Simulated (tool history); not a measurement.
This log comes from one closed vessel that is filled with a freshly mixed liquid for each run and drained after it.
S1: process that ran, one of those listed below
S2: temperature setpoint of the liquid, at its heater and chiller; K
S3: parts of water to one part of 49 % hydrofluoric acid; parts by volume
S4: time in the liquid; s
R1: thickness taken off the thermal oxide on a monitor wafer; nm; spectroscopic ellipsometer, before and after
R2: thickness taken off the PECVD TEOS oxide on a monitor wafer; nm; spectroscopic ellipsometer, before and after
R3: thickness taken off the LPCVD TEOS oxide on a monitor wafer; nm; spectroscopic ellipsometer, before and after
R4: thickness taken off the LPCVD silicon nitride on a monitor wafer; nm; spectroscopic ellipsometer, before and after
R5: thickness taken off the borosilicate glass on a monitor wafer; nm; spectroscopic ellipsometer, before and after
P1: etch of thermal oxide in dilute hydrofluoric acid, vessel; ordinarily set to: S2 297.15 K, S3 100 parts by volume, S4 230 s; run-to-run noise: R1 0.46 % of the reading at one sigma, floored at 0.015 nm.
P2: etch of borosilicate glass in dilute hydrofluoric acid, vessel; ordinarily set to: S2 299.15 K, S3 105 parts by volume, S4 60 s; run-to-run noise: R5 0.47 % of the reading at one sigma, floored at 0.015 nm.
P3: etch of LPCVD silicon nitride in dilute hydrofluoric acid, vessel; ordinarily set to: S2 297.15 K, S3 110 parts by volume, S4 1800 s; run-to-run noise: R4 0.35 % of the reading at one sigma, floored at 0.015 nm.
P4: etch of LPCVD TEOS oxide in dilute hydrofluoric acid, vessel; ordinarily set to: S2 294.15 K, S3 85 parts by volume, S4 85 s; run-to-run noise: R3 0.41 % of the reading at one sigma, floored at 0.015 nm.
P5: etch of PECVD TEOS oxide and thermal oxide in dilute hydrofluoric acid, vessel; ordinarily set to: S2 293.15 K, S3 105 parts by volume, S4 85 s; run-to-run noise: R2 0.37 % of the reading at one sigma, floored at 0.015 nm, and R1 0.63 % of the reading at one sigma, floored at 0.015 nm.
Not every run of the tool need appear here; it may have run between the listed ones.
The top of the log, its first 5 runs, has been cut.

run,hour,S1,S2,S3,S4,R1,R2,R3,R4,R5
6,42,P1,303.65,100,230,13.686,,,,
7,47.7,P3,297.15,60,1800,,,,15.784,
8,54.5,P5,293.15,105,85,3.3475,14.479,,,
9,59.4,P4,294.15,85,40,,,14.062,,
10,68,P1,297.15,100,230,10.624,,,,
11,75.3,P4,294.15,140,85,,,16.892,,
12,83.1,P1,297.15,55,130,11.467,,,,
13,90.1,P4,294.15,85,85,,,29.905,,
14,95.9,P3,297.15,110,1800,,,,8.6717,
15,99.9,P1,297.15,100,230,10.65,,,,
16,107.8,P2,299.15,105,30,,,,,7.4121
17,116.8,P5,293.15,105,85,3.3695,14.444,,,
18,123.9,P4,294.15,85,85,,,29.79,,
19,130.5,P2,299.15,105,60,,,,,14.736
20,136.7,P2,304.15,105,60,,,,,17.978
21,141.4,P3,303.65,110,1800,,,,13.209,
22,146.6,P1,297.15,100,230,10.577,,,,
23,154.1,P1,297.15,45,230,25.541,,,,
24,162.1,P3,297.15,110,735,,,,3.5704,

What does the tool deliver on the next run?
25,167.9,P1,297.15,100,230,?,,,,

Run 25 yielded R1 10.714 nm.
